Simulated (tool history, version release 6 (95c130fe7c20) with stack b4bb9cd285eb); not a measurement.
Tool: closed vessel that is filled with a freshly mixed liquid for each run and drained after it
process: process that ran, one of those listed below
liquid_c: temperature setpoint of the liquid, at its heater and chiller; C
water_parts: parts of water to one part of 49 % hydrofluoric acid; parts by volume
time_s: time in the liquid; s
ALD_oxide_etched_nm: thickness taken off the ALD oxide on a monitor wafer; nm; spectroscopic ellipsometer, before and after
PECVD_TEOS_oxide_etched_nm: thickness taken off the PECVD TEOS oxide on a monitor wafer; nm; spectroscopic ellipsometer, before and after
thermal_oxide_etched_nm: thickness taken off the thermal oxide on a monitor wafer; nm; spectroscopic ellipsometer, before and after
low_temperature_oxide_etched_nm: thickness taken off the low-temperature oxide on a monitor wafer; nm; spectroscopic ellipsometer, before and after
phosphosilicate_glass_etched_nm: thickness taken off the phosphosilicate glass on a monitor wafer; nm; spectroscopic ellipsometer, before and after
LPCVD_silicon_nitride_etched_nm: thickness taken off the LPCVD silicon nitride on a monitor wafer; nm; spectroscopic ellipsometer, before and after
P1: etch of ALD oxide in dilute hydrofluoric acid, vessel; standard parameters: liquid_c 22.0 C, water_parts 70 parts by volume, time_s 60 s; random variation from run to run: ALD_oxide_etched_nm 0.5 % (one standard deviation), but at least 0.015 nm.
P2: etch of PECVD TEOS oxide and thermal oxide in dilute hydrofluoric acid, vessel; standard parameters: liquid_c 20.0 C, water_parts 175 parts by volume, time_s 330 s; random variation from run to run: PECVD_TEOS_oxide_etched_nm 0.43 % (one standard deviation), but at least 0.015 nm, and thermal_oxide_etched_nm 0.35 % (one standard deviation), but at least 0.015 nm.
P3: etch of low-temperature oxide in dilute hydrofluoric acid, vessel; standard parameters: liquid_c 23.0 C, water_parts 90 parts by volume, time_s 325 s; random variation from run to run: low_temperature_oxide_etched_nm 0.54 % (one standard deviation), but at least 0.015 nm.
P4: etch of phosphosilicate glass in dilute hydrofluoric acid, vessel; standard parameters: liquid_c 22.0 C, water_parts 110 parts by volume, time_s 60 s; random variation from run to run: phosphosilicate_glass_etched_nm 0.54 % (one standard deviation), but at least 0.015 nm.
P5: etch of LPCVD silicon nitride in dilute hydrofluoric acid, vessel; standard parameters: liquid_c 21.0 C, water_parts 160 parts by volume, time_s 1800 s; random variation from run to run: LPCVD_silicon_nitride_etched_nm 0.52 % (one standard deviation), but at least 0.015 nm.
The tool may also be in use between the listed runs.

run,hour,process,liquid_c,water_parts,time_s,ALD_oxide_etched_nm,PECVD_TEOS_oxide_etched_nm,thermal_oxide_etched_nm,low_temperature_oxide_etched_nm,phosphosilicate_glass_etched_nm,LPCVD_silicon_nitride_etched_nm
1,2.9,P1,22.0,70,60,18.2890,,,,,
2,5.6,P1,17.0,70,30,7.4978,,,,,
3,8.7,P1,22.0,70,30,9.1846,,,,,
4,13.3,P2,20.0,175,330,,32.505,6.9527,,,
5,18.1,P1,22.0,70,60,18.3180,,,,,
6,23.0,P3,27.0,90,325,,,,53.441,,
7,25.9,P3,23.0,90,325,,,,45.822,,
8,30.7,P2,20.0,175,600,,59.553,12.7000,,,
9,35.5,P3,23.0,90,530,,,,73.907,,
10,39.4,P2,20.0,255,330,,20.546,4.4396,,,
11,44.0,P4,22.0,110,60,,,,,98.37,
12,47.4,P1,18.5,70,60,15.9020,,,,,
13,50.1,P1,22.0,30,60,44.9050,,,,,
14,55.1,P2,17.0,175,330,,28.980,6.2174,,,
15,57.5,P4,22.0,30,60,,,,,398.48,
16,59.8,P1,22.0,70,100,30.4020,,,,,
17,62.1,P1,22.0,25,105,94.9800,,,,,
18,66.9,P5,21.0,160,3470,,,,,,8.4934
19,70.8,P3,23.0,90,325,,,,46.222,,
20,73.6,P1,30.0,70,60,25.1490,,,,,
21,78.3,P1,22.0,105,60,11.7050,,,,,
22,80.7,P5,21.0,160,1800,,,,,,4.4375
23,84.7,P4,26.5,110,60,,,,,117.31,
24,88.1,P3,23.0,135,325,,,,28.918,,
# hour 91.4: hydrofluoric acid flow meter replaced
25,91.5,P5,17.0,160,1800,,,,,,3.3540
26,94.6,P4,22.0,110,115,,,,,188.72,
27,97.6,P5,21.0,90,1800,,,,,,7.8959
28,100.2,P1,22.0,70,60,18.3100,,,,,
29,103.9,P1,22.0,70,60,18.2030,,,,,
30,106.2,P5,21.0,160,1800,,,,,,4.4545
31,108.6,P1,22.0,70,60,18.1870,,,,,
32,111.1,P1,22.0,70,60,17.8710,,,,,
33,115.2,P1,22.0,70,60,17.5040,,,,,
34,117.8,P1,22.0,70,60,17.1960,,,,,
35,122.6,P1,22.0,70,60,17.0390,,,,,
36,125.4,P1,22.0,70,60,16.9690,,,,,
37,128.3,P1,22.0,70,60,16.7600,,,,,
38,132.8,P1,22.0,70,60,16.8550,,,,,
39,137.5,P1,22.0,70,60,16.8740,,,,,

P1 has crept away from where it was. The log is fitted equally well by each of these 2 causes, at the sizes shown:
A: hydrofluoric acid flow below the setpoint (%) = 7.69
B: liquid colder than its thermometer reads (K) = 2.1
At approximately hour 108.6, the process output began to creep.

Of the 4 check runs listed below, each run on one wafer and each result written as a question mark, which would let you distinguish the listed causes because they would give clearly different results?
check 1,142.2,P2,17.0,175,455,,?,?,,,
check 2,142.2,P3,23.0,125,530,,,,?,,
check 3,142.2,P4,22.0,30,60,,,,,?,
check 4,142.2,P5,21.0,160,3420,,,,,,?

What each check would give under each cause:
check,result,if A,if B
check 1,PECVD_TEOS_oxide_etched_nm,36.250,36.534
check 1,thermal_oxide_etched_nm,7.7713,7.8323
check 2,low_temperature_oxide_etched_nm,47.091,47.499
check 3,phosphosilicate_glass_etched_nm,367.14,364.71
check 4,LPCVD_silicon_nitride_etched_nm,7.8113,7.3444
Separation of the two closest causes in each check, using whichever result separates them best: check 1 0.78 %; check 2 0.86 %; check 3 0.66 %; check 4 6.16 %
Only in check 4 would the causes give clearly different results; in the remaining checks their results would be nearly the same.

Then check 4 was run and gave: LPCVD_silicon_nitride_etched_nm 7.8584 nm. Which cause is it?

A is the cause: hydrofluoric acid flow below the setpoint (%).
